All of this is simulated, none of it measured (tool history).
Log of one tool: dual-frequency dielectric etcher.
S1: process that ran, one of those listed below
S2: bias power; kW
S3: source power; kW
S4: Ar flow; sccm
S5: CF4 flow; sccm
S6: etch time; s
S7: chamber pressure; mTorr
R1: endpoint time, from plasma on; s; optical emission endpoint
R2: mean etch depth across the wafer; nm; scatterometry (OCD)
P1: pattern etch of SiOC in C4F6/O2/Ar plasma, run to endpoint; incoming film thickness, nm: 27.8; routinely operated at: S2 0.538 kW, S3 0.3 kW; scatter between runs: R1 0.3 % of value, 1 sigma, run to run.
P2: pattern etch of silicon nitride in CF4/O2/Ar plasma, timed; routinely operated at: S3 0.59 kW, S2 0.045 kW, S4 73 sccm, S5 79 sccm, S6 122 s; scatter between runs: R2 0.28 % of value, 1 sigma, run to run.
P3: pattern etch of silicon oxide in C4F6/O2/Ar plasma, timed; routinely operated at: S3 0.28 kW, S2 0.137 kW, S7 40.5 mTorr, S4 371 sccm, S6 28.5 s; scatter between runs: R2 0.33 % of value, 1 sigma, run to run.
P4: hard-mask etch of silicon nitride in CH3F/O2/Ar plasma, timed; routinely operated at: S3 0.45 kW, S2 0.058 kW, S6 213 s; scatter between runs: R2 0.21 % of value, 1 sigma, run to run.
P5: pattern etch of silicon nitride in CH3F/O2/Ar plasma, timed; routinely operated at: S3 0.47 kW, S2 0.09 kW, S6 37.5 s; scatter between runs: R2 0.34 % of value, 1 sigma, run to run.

| run | hour | S1 | S2 | S3 | S4 | S5 | S6 | S7 | R1 | R2 |
|---|---|---|---|---|---|---|---|---|---|---|
| 1 | 17.6 | P1 | 0.538 | 0.3 |  |  |  |  | 9.9967 |  |
| 2 | 29.2 | P1 | 0.538 | 0.3 |  |  |  |  | 10.045 |  |
| 3 | 46.2 | P1 | 0.32 | 0.3 |  |  |  |  | 12.208 |  |
| 4 | 55.8 | P1 | 0.538 | 0.3 |  |  |  |  | 9.9935 |  |
| 5 | 71.4 | P2 | 0.045 | 0.79 | 73 | 79 | 122 |  |  | 326.21 |
| 6 | 81.2 | P4 | 0.058 | 0.45 |  |  | 313.5 |  |  | 217.95 |
| 7 | 98.8 | P1 | 0.538 | 0.41 |  |  |  |  | 8.8802 |  |
| 8 | 113.9 | P2 | 0.029 | 0.59 | 73 | 79 | 122 |  |  | 218.54 |
| 9 | 122.7 | P2 | 0.045 | 0.59 | 73 | 79 | 122 |  |  | 252.4 |
| 10 | 140.4 | P4 | 0.058 | 0.45 |  |  | 213 |  |  | 148.93 |
| 11 | 151.3 | P2 | 0.045 | 0.59 | 73 | 99 | 122 |  |  | 260.15 |
| 12 | 159.4 | P1 | 0.725 | 0.37 |  |  |  |  | 8.2871 |  |
| 13 | 169.6 | P3 | 0.137 | 0.28 | 371 |  | 28.5 | 54 |  | 64.354 |
| 14 | 178.3 | P3 | 0.137 | 0.37 | 371 |  | 28.5 | 40.5 |  | 74.587 |
| 15 | 188.2 | P3 | 0.137 | 0.28 | 371 |  | 41.5 | 40.5 |  | 96.76 |
| 16 | 198.3 | P3 | 0.137 | 0.28 | 371 |  | 28.5 | 40.5 |  | 66.923 |
| 17 | 207.5 | P5 | 0.09 | 0.63 |  |  | 37.5 |  |  | 34.373 |
| 18 | 217.7 | P5 | 0.09 | 0.47 |  |  | 48 |  |  | 39.132 |
| 19 | 233.7 | P1 | 0.538 | 0.21 |  |  |  |  | 11.419 |  |
| 20 | 250.5 | P1 | 0.538 | 0.3 |  |  |  |  | 10.019 |  |
| 21 | 260.4 | P1 | 0.36 | 0.2 |  |  |  |  | 13.548 |  |
| 22 | 271.3 | P1 | 0.686 | 0.3 |  |  |  |  | 9.0488 |  |
| 23 | 289.1 | P4 | 0.058 | 0.3 |  |  | 213 |  |  | 127.45 |
| 24 | 302.5 | P5 | 0.09 | 0.47 |  |  | 37.5 |  |  | 30.862 |
| 25 | 312.9 | P5 | 0.11 | 0.47 |  |  | 37.5 |  |  | 33.042 |
| 26 | 329.8 | P3 | 0.137 | 0.28 | 276 |  | 28.5 | 40.5 |  | 68.508 |
| 27 | 341 | P3 | 0.137 | 0.28 | 371 |  | 28.5 | 40.5 |  | 66.796 |
| 28 | 359.3 | P4 | 0.058 | 0.45 |  |  | 213 |  |  | 148.03 |
| 29 | 368 | P5 | 0.09 | 0.47 |  |  | 37.5 |  |  | 30.848 |
| 30 | 386.5 | P1 | 0.538 | 0.3 |  |  |  |  | 10.031 |  |
| 31 | 404.9 | P1 | 0.538 | 0.3 |  |  |  |  | 10.048 |  |
| 32 | 421.2 | P2 | 0.045 | 0.59 | 93 | 79 | 122 |  |  | 245.61 |
| 33 | 439.3 | P2 | 0.045 | 0.59 | 73 | 79 | 178.5 |  |  | 369.3 |
| 34 | 450.4 | P4 | 0.08 | 0.45 |  |  | 213 |  |  | 166.07 |
| 35 | 465.8 | P3 | 0.184 | 0.28 | 371 |  | 28.5 | 40.5 |  | 73.511 |
| 36 | 482.7 | P1 | 0.72 | 0.36 |  |  |  |  | 8.3352 |  |
| 37 | 498.2 | P1 | 0.538 | 0.3 |  |  |  |  | 10.014 |  |
| 38 | 511.5 | P1 | 0.538 | 0.3 |  |  |  |  | 10.065 |  |
| 39 | 529.5 | P1 | 0.538 | 0.3 |  |  |  |  | 10.085 |  |
| 40 | 542.5 | P1 | 0.538 | 0.3 |  |  |  |  | 10.143 |  |
| 41 | 554.8 | P1 | 0.538 | 0.3 |  |  |  |  | 10.149 |  |
|  | 556.5 | wet clean of the chamber |
| 42 | 563.9 | P1 | 0.538 | 0.3 |  |  |  |  | 10.215 |  |
| 43 | 577.9 | P1 | 0.538 | 0.3 |  |  |  |  | 10.143 |  |
| 44 | 592.3 | P1 | 0.538 | 0.3 |  |  |  |  | 10.192 |  |
| 45 | 608.3 | P1 | 0.538 | 0.3 |  |  |  |  | 10.224 |  |
| 46 | 623.7 | P1 | 0.538 | 0.3 |  |  |  |  | 10.216 |  |
| 47 | 634.2 | P1 | 0.538 | 0.3 |  |  |  |  | 10.21 |  |

P1 no longer gives what it gave before; its output has crept away from where it was. The following 2 causes, each at its listed size, fit the log equally well:
A: source power that arrives under what is set, % = 4.45
B: bias power that arrives under what is set, % = 4.28
Onset of the creep was near hour 498.2.
Each remaining cause and why it is not a fit:
chamber walls in a state that lowers the etch rate, %: serviced after onset, at hour 556.5, with no recovery of the prior output

Each of the 4 check runs below uses one wafer; its results are left as question marks. Which run tells the causes apart?
| check 1 | 644.7 | P3 | 0.172 | 0.28 | 371 |  | 28.5 | 40.5 |  | ? |
| check 2 | 644.7 | P4 | 0.08 | 0.32 |  |  | 213 |  |  | ? |
| check 3 | 644.7 | P2 | 0.036 | 0.59 | 73 | 79 | 163 |  |  | ? |
| check 4 | 644.7 | P5 | 0.109 | 0.47 |  |  | 37.5 |  |  | ? |

How each check would come out, cause by cause:
| check | result | if A | if B |
|---|---|---|---|
| check 1 | R2 | 70.302 | 70.559 |
| check 2 | R2 | 143.28 | 143.5 |
| check 3 | R2 | 299.86 | 307.6 |
| check 4 | R2 | 32.475 | 32.502 |
Minimum pairwise separation of causes per check, each pair taken at its best-separating result: check 1 0.36 %; check 2 0.15 %; check 3 2.55 %; check 4 0.08 %
The causes can be told apart only by check 3. The other checks would give nearly the same results under each of them.

Check 3 has now been run. It gave: R2 307.34 nm. Which of the candidate causes is it?

Of the candidate causes, it is B: bias power that arrives under what is set, %.
